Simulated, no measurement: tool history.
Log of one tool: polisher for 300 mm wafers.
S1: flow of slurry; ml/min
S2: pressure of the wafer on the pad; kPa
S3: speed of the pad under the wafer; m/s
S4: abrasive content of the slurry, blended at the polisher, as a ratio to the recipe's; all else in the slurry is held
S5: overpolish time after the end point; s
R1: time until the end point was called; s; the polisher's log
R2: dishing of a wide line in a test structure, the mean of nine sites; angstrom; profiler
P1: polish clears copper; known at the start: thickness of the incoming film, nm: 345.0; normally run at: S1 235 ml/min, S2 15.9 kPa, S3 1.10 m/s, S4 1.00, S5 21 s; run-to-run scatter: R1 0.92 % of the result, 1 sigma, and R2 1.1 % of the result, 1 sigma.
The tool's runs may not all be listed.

Run 1, day 0.488: S1 235 ml/min, S2 15.9 kPa, S3 1.10 m/s, S4 1.00, S5 21 s. Result: R1 165.39 s, R2 245.800 angstrom.
Run 2, day 0.738: S1 175 ml/min, S2 15.9 kPa, S3 1.10 m/s, S4 1.00, S5 7 s. Result: R1 168.70 s, R2 99.942 angstrom.
Run 3, day 1.208: S1 235 ml/min, S2 15.9 kPa, S3 1.10 m/s, S4 1.00, S5 21 s. Result: R1 162.12 s, R2 244.940 angstrom.
Run 4, day 1.717: S1 235 ml/min, S2 15.9 kPa, S3 1.10 m/s, S4 1.00, S5 21 s. Result: R1 166.44 s, R2 244.980 angstrom.
Run 5, day 2.217: S1 235 ml/min, S2 15.9 kPa, S3 1.10 m/s, S4 0.65, S5 21 s. Result: R1 178.94 s, R2 231.450 angstrom.
Run 6, day 2.621: S1 235 ml/min, S2 15.9 kPa, S3 1.10 m/s, S4 1.00, S5 6 s. Result: R1 163.03 s, R2 89.624 angstrom.
Run 7, day 3.175: S1 140 ml/min, S2 15.9 kPa, S3 1.10 m/s, S4 1.40, S5 21 s. Result: R1 164.11 s, R2 241.010 angstrom.
Run 8, day 3.479: S1 235 ml/min, S2 15.9 kPa, S3 1.10 m/s, S4 1.00, S5 21 s. Result: R1 165.12 s, R2 244.130 angstrom.
Run 9, day 3.883: S1 235 ml/min, S2 15.9 kPa, S3 1.10 m/s, S4 1.00, S5 21 s. Result: R1 165.73 s, R2 244.720 angstrom.
Run 10, day 4.150: S1 235 ml/min, S2 15.9 kPa, S3 1.10 m/s, S4 1.40, S5 21 s. Result: R1 153.30 s, R2 260.310 angstrom.
Run 11, day 4.542: S1 235 ml/min, S2 7.6 kPa, S3 1.10 m/s, S4 1.00, S5 21 s. Result: R1 346.84 s, R2 136.690 angstrom.
Run 12, day 4.829: S1 330 ml/min, S2 15.9 kPa, S3 1.10 m/s, S4 0.55, S5 21 s. Result: R1 180.08 s, R2 231.630 angstrom.
Run 13, day 5.288: S1 235 ml/min, S2 24.8 kPa, S3 1.10 m/s, S4 1.00, S5 21 s. Result: R1 105.53 s, R2 322.520 angstrom.
Run 14, day 5.804: S1 235 ml/min, S2 15.9 kPa, S3 1.10 m/s, S4 1.00, S5 41 s. Result: R1 163.83 s, R2 351.080 angstrom.
Run 15, day 6.192: S1 235 ml/min, S2 15.9 kPa, S3 1.40 m/s, S4 1.00, S5 21 s. Result: R1 128.25 s, R2 283.150 angstrom.
At day 6.238: slurry blender recalibrated.
Run 16, day 6.617: S1 345 ml/min, S2 15.9 kPa, S3 1.10 m/s, S4 1.00, S5 21 s. Result: R1 159.22 s, R2 246.500 angstrom.
Run 17, day 7.125: S1 235 ml/min, S2 15.9 kPa, S3 0.52 m/s, S4 1.00, S5 21 s. Result: R1 347.29 s, R2 139.830 angstrom.
Run 18, day 7.583: S1 140 ml/min, S2 15.9 kPa, S3 1.10 m/s, S4 1.00, S5 21 s. Result: R1 178.32 s, R2 235.860 angstrom.
Run 19, day 8.092: S1 235 ml/min, S2 15.9 kPa, S3 1.10 m/s, S4 1.00, S5 21 s. Result: R1 166.95 s, R2 246.720 angstrom.
Run 20, day 8.400: S1 235 ml/min, S2 15.9 kPa, S3 1.10 m/s, S4 1.00, S5 21 s. Result: R1 164.22 s, R2 239.960 angstrom.
Run 21, day 8.758: S1 235 ml/min, S2 15.9 kPa, S3 1.10 m/s, S4 1.00, S5 21 s. Result: R1 172.07 s, R2 237.450 angstrom.
At day 8.988: head pressure recalibrated.
Run 22, day 9.171: S1 235 ml/min, S2 15.9 kPa, S3 1.10 m/s, S4 1.00, S5 21 s. Result: R1 173.20 s, R2 238.130 angstrom.
At day 9.321: worn pad replaced by a new one.
Run 23, day 9.704: S1 235 ml/min, S2 15.9 kPa, S3 1.10 m/s, S4 1.00, S5 21 s. Result: R1 175.36 s, R2 241.230 angstrom.
Run 24, day 10.096: S1 235 ml/min, S2 15.9 kPa, S3 1.10 m/s, S4 1.00, S5 21 s. Result: R1 175.25 s, R2 236.170 angstrom.
Run 25, day 10.367: S1 235 ml/min, S2 15.9 kPa, S3 1.10 m/s, S4 1.00, S5 21 s. Result: R1 171.43 s, R2 235.900 angstrom.

What P1 gives has crept away from where it was. These 2 causes fit the log equally well, each at the size given:
A: slurry flow missing at the pad, % = 34.9
B: abrasive missing from the slurry, % = 24.7
The creep began at about day 8.092.
Why every other cause is out:
removal rate lost through wear of the pad, %: serviced at day 9.321, which brought nothing back
head's pressure below its setpoint, %: serviced at day 8.988, which brought nothing back

4 check runs are offered, each on 3 wafers whose results are averaged, their results left as question marks. Which one tells the causes apart?
Run check 1, day 10.638: S1 235 ml/min, S2 24.8 kPa, S3 1.10 m/s, S4 1.00, S5 34 s. Result: R1 ?, R2 ?.
Run check 2, day 10.638: S1 235 ml/min, S2 15.9 kPa, S3 1.10 m/s, S4 1.40, S5 38 s. Result: R1 ?, R2 ?.
Run check 3, day 10.638: S1 140 ml/min, S2 15.9 kPa, S3 1.10 m/s, S4 0.70, S5 21 s. Result: R1 ?, R2 ?.
Run check 4, day 10.638: S1 235 ml/min, S2 22.8 kPa, S3 1.10 m/s, S4 1.00, S5 39 s. Result: R1 ?, R2 ?.

What each check would give under each cause:
  check  result     if A     if B
check 1      R1   111.88   111.87
check 1      R2  395.100  395.110
check 2      R1   162.70   163.08
check 2      R2  344.480  344.110
check 3      R1   211.02   202.94
check 3      R2  206.560  212.460
check 4      R1   122.05   122.04
check 4      R2  399.950  399.960
How far apart the two closest causes lie, in the result that separates them most: check 1 0 %; check 2 0.24 %; check 3 3.9 %; check 4 0 %
Only check 3 tells the causes apart: in the others they would give nearly the same result.

Check 3 was then run and gave: R1 210.13 s; R2 208.440 angstrom. Which cause is it?

It is A: slurry flow missing at the pad, %.
